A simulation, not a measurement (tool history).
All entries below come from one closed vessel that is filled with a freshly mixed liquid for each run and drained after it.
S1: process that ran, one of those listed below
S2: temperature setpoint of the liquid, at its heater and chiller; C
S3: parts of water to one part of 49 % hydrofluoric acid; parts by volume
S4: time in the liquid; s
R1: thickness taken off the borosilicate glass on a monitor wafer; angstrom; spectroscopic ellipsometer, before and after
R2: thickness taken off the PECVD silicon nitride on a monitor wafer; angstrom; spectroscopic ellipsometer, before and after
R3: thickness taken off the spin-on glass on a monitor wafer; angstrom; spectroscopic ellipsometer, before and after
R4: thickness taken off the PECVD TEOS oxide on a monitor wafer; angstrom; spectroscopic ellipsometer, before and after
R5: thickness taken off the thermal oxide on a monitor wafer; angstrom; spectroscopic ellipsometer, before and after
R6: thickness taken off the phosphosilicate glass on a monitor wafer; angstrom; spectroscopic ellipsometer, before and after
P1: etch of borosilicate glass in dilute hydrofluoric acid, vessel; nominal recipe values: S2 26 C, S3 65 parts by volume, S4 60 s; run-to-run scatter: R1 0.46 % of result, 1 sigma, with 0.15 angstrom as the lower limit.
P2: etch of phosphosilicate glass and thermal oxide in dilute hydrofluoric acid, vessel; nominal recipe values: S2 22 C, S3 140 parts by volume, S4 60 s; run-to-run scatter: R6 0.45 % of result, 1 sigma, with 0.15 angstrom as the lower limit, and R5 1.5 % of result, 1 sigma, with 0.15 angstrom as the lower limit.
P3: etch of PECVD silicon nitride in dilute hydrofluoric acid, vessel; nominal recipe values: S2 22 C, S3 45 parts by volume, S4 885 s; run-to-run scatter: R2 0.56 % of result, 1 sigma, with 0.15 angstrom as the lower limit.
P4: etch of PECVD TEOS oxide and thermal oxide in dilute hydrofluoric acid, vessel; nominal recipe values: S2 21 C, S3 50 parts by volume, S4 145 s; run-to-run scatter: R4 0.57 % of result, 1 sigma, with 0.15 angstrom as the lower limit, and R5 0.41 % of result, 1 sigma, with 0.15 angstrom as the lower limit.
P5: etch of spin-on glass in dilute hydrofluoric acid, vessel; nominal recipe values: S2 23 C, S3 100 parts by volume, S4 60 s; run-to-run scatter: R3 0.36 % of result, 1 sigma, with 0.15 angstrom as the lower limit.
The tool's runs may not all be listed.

Run 1, hour 3.9: S1 P1, S2 26 C, S3 65 parts by volume, S4 60 s. Result: R1 431.12 angstrom.
Run 2, hour 7.3: S1 P1, S2 26 C, S3 35 parts by volume, S4 60 s. Result: R1 834.29 angstrom.
Run 3, hour 10: S1 P3, S2 22 C, S3 45 parts by volume, S4 885 s. Result: R2 487.48 angstrom.
Run 4, hour 12.1: S1 P1, S2 31 C, S3 90 parts by volume, S4 60 s. Result: R1 361.57 angstrom.
Run 5, hour 15.6: S1 P1, S2 26 C, S3 65 parts by volume, S4 30 s. Result: R1 214.61 angstrom.
Run 6, hour 19.1: S1 P1, S2 26 C, S3 65 parts by volume, S4 60 s. Result: R1 430.34 angstrom.
Run 7, hour 21.9: S1 P5, S2 23 C, S3 100 parts by volume, S4 30 s. Result: R3 177.36 angstrom.
Run 8, hour 24: S1 P5, S2 23 C, S3 100 parts by volume, S4 60 s. Result: R3 355.37 angstrom.
Run 9, hour 26.6: S1 P3, S2 22 C, S3 45 parts by volume, S4 30 s. Result: R2 16.367 angstrom.
Run 10, hour 30.4: S1 P1, S2 31 C, S3 65 parts by volume, S4 60 s. Result: R1 520.55 angstrom.
Run 11, hour 32.9: S1 P3, S2 17 C, S3 45 parts by volume, S4 885 s. Result: R2 340.54 angstrom.
Run 12, hour 37.1: S1 P1, S2 21.5 C, S3 65 parts by volume, S4 95 s. Result: R1 567.73 angstrom.
Run 13, hour 40.1: S1 P1, S2 26 C, S3 65 parts by volume, S4 60 s. Result: R1 428.89 angstrom.
Run 14, hour 43.3: S1 P4, S2 21 C, S3 50 parts by volume, S4 145 s. Result: R4 441.62 angstrom, R5 126.22 angstrom.
Run 15, hour 46.3: S1 P2, S2 22 C, S3 140 parts by volume, S4 30 s. Result: R5 8.0861 angstrom, R6 296.72 angstrom.
Run 16, hour 49: S1 P5, S2 27.5 C, S3 100 parts by volume, S4 60 s. Result: R3 424.84 angstrom.
Run 17, hour 53.2: S1 P4, S2 21 C, S3 90 parts by volume, S4 145 s. Result: R4 231.73 angstrom, R5 67.318 angstrom.
Run 18, hour 57.1: S1 P1, S2 26 C, S3 65 parts by volume, S4 60 s. Result: R1 425.92 angstrom.
Run 19, hour 60.4: S1 P4, S2 21 C, S3 50 parts by volume, S4 145 s. Result: R4 435.89 angstrom, R5 126.9 angstrom.
Run 20, hour 63: S1 P1, S2 26 C, S3 65 parts by volume, S4 90 s. Result: R1 648.64 angstrom.
Run 21, hour 66.9: S1 P5, S2 23 C, S3 30 parts by volume, S4 60 s. Result: R3 1292.8 angstrom.
Run 22, hour 70: S1 P3, S2 22 C, S3 70 parts by volume, S4 885 s. Result: R2 313.33 angstrom.
Run 23, hour 73.7: S1 P4, S2 21 C, S3 50 parts by volume, S4 250 s. Result: R4 759.14 angstrom, R5 219.42 angstrom.
Run 24, hour 77.6: S1 P1, S2 26 C, S3 25 parts by volume, S4 100 s. Result: R1 1969 angstrom.
Run 25, hour 79.9: S1 P1, S2 26 C, S3 95 parts by volume, S4 60 s. Result: R1 281.33 angstrom.
Run 26, hour 82: S1 P2, S2 22 C, S3 200 parts by volume, S4 60 s. Result: R5 10.798 angstrom, R6 396.53 angstrom.
Run 27, hour 85.1: S1 P4, S2 17 C, S3 50 parts by volume, S4 145 s. Result: R4 370.65 angstrom, R5 106.74 angstrom.
Run 28, hour 87.4: S1 P3, S2 22 C, S3 45 parts by volume, S4 885 s. Result: R2 482.86 angstrom.
Run 29, hour 91.1: S1 P5, S2 23 C, S3 100 parts by volume, S4 60 s. Result: R3 356.88 angstrom.
Run 30, hour 94: S1 P1, S2 26 C, S3 65 parts by volume, S4 60 s. Result: R1 433.62 angstrom.
At hour 96.2: hydrofluoric acid flow meter replaced.
Run 31, hour 97.8: S1 P2, S2 17 C, S3 140 parts by volume, S4 60 s. Result: R5 13.315 angstrom, R6 484.97 angstrom.
Run 32, hour 101.6: S1 P2, S2 22 C, S3 140 parts by volume, S4 60 s. Result: R5 16.743 angstrom, R6 600.26 angstrom.
Run 33, hour 104.9: S1 P1, S2 26 C, S3 65 parts by volume, S4 60 s. Result: R1 427.88 angstrom.
Run 34, hour 109.2: S1 P1, S2 19.5 C, S3 65 parts by volume, S4 60 s. Result: R1 327.87 angstrom.
Run 35, hour 111.4: S1 P1, S2 26 C, S3 65 parts by volume, S4 60 s. Result: R1 429.69 angstrom.
Run 36, hour 113.3: S1 P1, S2 26 C, S3 65 parts by volume, S4 60 s. Result: R1 427.68 angstrom.
Run 37, hour 116.6: S1 P1, S2 26 C, S3 65 parts by volume, S4 60 s. Result: R1 439.16 angstrom.
Run 38, hour 119.7: S1 P1, S2 26 C, S3 65 parts by volume, S4 60 s. Result: R1 444.92 angstrom.
Run 39, hour 121.8: S1 P1, S2 26 C, S3 65 parts by volume, S4 60 s. Result: R1 445.79 angstrom.
Run 40, hour 124.7: S1 P1, S2 26 C, S3 65 parts by volume, S4 60 s. Result: R1 451.07 angstrom.
Run 41, hour 127.7: S1 P1, S2 26 C, S3 65 parts by volume, S4 60 s. Result: R1 451.01 angstrom.
Run 42, hour 130: S1 P1, S2 26 C, S3 65 parts by volume, S4 60 s. Result: R1 454.01 angstrom.
Run 43, hour 133.9: S1 P1, S2 26 C, S3 65 parts by volume, S4 60 s. Result: R1 458.27 angstrom.
Run 44, hour 136.9: S1 P1, S2 26 C, S3 65 parts by volume, S4 60 s. Result: R1 456.29 angstrom.
Run 45, hour 139.9: S1 P1, S2 26 C, S3 65 parts by volume, S4 60 s. Result: R1 452.77 angstrom.

Compared with where it was, what P1 gives has crept away. Each cause listed below fits the log as well as the rest, at the size given for it:
A: liquid hotter than its thermometer reads (K) = 1.49
B: hydrofluoric acid flow above the setpoint (%) = 5.6
The drift started at roughly hour 113.3.

Consider the 4 single-wafer check runs listed below, results given as question marks: which one distinguishes between the causes by giving clearly different results for each?
Run check 1, hour 142.9: S1 P3, S2 22 C, S3 65 parts by volume, S4 885 s. Result: R2 ?.
Run check 2, hour 142.9: S1 P2, S2 22 C, S3 185 parts by volume, S4 60 s. Result: R5 ?, R6 ?.
Run check 3, hour 142.9: S1 P4, S2 17 C, S3 50 parts by volume, S4 145 s. Result: R4 ?, R5 ?.
Run check 4, hour 142.9: S1 P5, S2 23 C, S3 40 parts by volume, S4 60 s. Result: R3 ?.

Outcome of each check run for each possible cause:
  check  result    if A    if B
check 1      R2  372.83  355.58
check 2      R5  12.999  13.109
check 2      R6  456.03  459.89
check 3      R4  394.88  392.12
check 3      R5  113.92  113.13
check 4      R3  1023.4  1018.6
Per check, the gap between the least separated pair of causes, taken in the result that splits them most: check 1 4.74 %; check 2 0.84 %; check 3 0.7 %; check 4 0.47 %
Check 1 distinguishes between the causes, while the remaining checks would return nearly the same result for all of them.

Running check 1 produced the following: R2 353.81 angstrom. Which one of the listed causes fits?

The correct cause is B, namely: hydrofluoric acid flow above the setpoint (%).
